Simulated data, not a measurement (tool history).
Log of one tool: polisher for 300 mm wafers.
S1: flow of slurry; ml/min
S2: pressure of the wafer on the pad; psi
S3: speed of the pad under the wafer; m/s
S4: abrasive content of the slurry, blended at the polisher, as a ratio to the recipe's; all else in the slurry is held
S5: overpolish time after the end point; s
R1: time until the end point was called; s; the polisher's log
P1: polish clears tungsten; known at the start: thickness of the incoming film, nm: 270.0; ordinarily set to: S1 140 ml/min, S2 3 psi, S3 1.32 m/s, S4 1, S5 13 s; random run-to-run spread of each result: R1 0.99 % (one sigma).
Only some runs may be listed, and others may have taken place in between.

{"run": 1, "day": 0.388, "S1": 140, "S2": 3, "S3": 1.32, "S4": 1, "S5": 13, "R1": 51.835}
{"run": 2, "day": 0.696, "S1": 140, "S2": 3, "S3": 1.32, "S4": 1, "S5": 13, "R1": 52.761}
{"run": 3, "day": 0.979, "S1": 140, "S2": 1.8, "S3": 1.32, "S4": 1, "S5": 13, "R1": 85.946}
{"run": 4, "day": 1.262, "S1": 140, "S2": 4.4, "S3": 1.32, "S4": 1, "S5": 13, "R1": 35.056}
{"run": 5, "day": 1.512, "S1": 85, "S2": 3, "S3": 1.32, "S4": 1, "S5": 13, "R1": 59.476}
{"run": 6, "day": 1.692, "S1": 140, "S2": 3, "S3": 1.32, "S4": 1, "S5": 13, "R1": 51.152}
{"run": 7, "day": 1.929, "S1": 140, "S2": 3, "S3": 1.32, "S4": 1, "S5": 4, "R1": 52.34}
{"run": 8, "day": 2.15, "S1": 140, "S2": 3, "S3": 1.32, "S4": 1, "S5": 13, "R1": 51.809}
{"run": 9, "day": 2.383, "S1": 140, "S2": 3, "S3": 1.68, "S4": 1, "S5": 13, "R1": 41.181}
{"run": 10, "day": 2.617, "S1": 140, "S2": 3, "S3": 0.68, "S4": 1, "S5": 13, "R1": 100.43}
{"run": 11, "day": 2.917, "S1": 140, "S2": 3, "S3": 1.32, "S4": 1, "S5": 13, "R1": 50.945}
{"run": 12, "day": 3.2, "S1": 140, "S2": 3, "S3": 1.32, "S4": 1.45, "S5": 13, "R1": 48.195}
{"run": 13, "day": 3.588, "S1": 140, "S2": 3, "S3": 1.32, "S4": 0.55, "S5": 6, "R1": 59.249}
{"run": 14, "day": 3.888, "S1": 210, "S2": 3, "S3": 1.32, "S4": 1, "S5": 13, "R1": 48.184}
{"run": 15, "day": 4.196, "S1": 140, "S2": 3, "S3": 1.32, "S4": 1, "S5": 13, "R1": 52.005}
{"run": 16, "day": 4.592, "S1": 140, "S2": 3, "S3": 1.32, "S4": 0.55, "S5": 13, "R1": 59.609}

Run 17 comes next. What will it give?
{"day": 4.638, "done": "head pressure recalibrated"}
{"run": 17, "day": 4.975, "S1": 140, "S2": 3, "S3": 1.32, "S4": 1, "S5": 24, "R1": "?"}

{"run 17": {"R1": 51.841}}
